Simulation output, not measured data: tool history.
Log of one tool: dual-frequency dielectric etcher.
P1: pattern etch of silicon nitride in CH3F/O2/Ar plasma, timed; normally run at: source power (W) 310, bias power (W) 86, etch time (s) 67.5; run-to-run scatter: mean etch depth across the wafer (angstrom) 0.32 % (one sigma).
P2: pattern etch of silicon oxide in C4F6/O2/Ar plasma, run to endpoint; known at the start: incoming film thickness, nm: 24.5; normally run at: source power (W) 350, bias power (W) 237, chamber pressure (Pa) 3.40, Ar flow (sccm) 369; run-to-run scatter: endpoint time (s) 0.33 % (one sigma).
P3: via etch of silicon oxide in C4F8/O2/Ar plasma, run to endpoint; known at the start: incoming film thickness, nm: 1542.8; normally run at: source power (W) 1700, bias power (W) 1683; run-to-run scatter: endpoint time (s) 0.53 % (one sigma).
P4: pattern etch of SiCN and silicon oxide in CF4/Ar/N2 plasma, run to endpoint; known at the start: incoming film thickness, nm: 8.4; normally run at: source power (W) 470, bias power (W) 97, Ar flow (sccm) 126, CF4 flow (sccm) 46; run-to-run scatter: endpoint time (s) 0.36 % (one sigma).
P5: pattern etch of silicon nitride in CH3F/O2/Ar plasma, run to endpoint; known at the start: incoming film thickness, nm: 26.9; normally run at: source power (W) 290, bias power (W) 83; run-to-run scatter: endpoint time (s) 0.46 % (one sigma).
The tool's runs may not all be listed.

| run | hour | process that ran | source power (W) | bias power (W) | etch time (s) | chamber pressure (Pa) | Ar flow (sccm) | CF4 flow (sccm) | mean etch depth across the wafer (angstrom) | endpoint time (s) |
|---|---|---|---|---|---|---|---|---|---|---|
| 1 | 7.3 | P1 | 310 | 86 | 67.5 |  |  |  | 466.45 |  |
| 2 | 17.1 | P3 | 1150 | 1683 |  |  |  |  |  | 389.8900 |
| 3 | 25.1 | P2 | 280 | 237 |  | 3.40 | 369 |  |  | 8.0816 |
| 4 | 31.3 | P4 | 590 | 97 |  |  | 126 | 46 |  | 7.6730 |
| 5 | 38.0 | P1 | 310 | 111 | 67.5 |  |  |  | 515.85 |  |
| 6 | 44.6 | P1 | 410 | 62 | 67.5 |  |  |  | 460.67 |  |
| 7 | 49.7 | P2 | 350 | 160 |  | 3.40 | 369 |  |  | 8.4974 |
| 8 | 58.3 | P3 | 1700 | 1683 |  |  |  |  |  | 330.5300 |
| 9 | 66.6 | P1 | 310 | 86 | 67.5 |  |  |  | 462.83 |  |
|  | 71.4 | bias power generator calibrated |
| 10 | 75.5 | P4 | 470 | 97 |  |  | 126 | 46 |  | 9.3640 |
| 11 | 81.8 | P4 | 470 | 62 |  |  | 126 | 46 |  | 11.0270 |
| 12 | 88.6 | P1 | 310 | 86 | 67.5 |  |  |  | 466.81 |  |
| 13 | 95.6 | P4 | 470 | 97 |  |  | 126 | 27 |  | 10.0750 |
| 14 | 100.1 | P3 | 1700 | 1683 |  |  |  |  |  | 333.8700 |
| 15 | 108.3 | P1 | 180 | 86 | 67.5 |  |  |  | 380.39 |  |
| 16 | 116.3 | P3 | 1700 | 1168 |  |  |  |  |  | 362.7300 |
| 17 | 123.6 | P5 | 400 | 83 |  |  |  |  |  | 37.0740 |
| 18 | 129.9 | P5 | 290 | 83 |  |  |  |  |  | 41.2040 |
| 19 | 136.5 | P4 | 470 | 97 |  |  | 88 | 46 |  | 8.8910 |
| 20 | 143.2 | P2 | 350 | 237 |  | 4.33 | 369 |  |  | 7.6567 |
| 21 | 147.9 | P1 | 310 | 101 | 94.5 |  |  |  | 689.87 |  |
| 22 | 152.8 | P1 | 310 | 86 | 67.5 |  |  |  | 465.14 |  |
| 23 | 159.7 | P1 | 310 | 86 | 84.0 |  |  |  | 580.74 |  |
| 24 | 168.2 | P1 | 410 | 86 | 67.5 |  |  |  | 517.91 |  |
| 25 | 177.7 | P5 | 290 | 113 |  |  |  |  |  | 37.2420 |
| 26 | 184.4 | P2 | 350 | 237 |  | 3.40 | 292 |  |  | 7.2570 |
| 27 | 191.3 | P1 | 310 | 63 | 67.5 |  |  |  | 415.52 |  |
| 28 | 200.3 | P1 | 310 | 86 | 37.0 |  |  |  | 255.46 |  |

Forecast run 29:
| 29 | 206.6 | P2 | 350 | 237 |  | 3.40 | 369 |  |  | ? |

{"run 29": {"endpoint time (s)": 7.4722}}
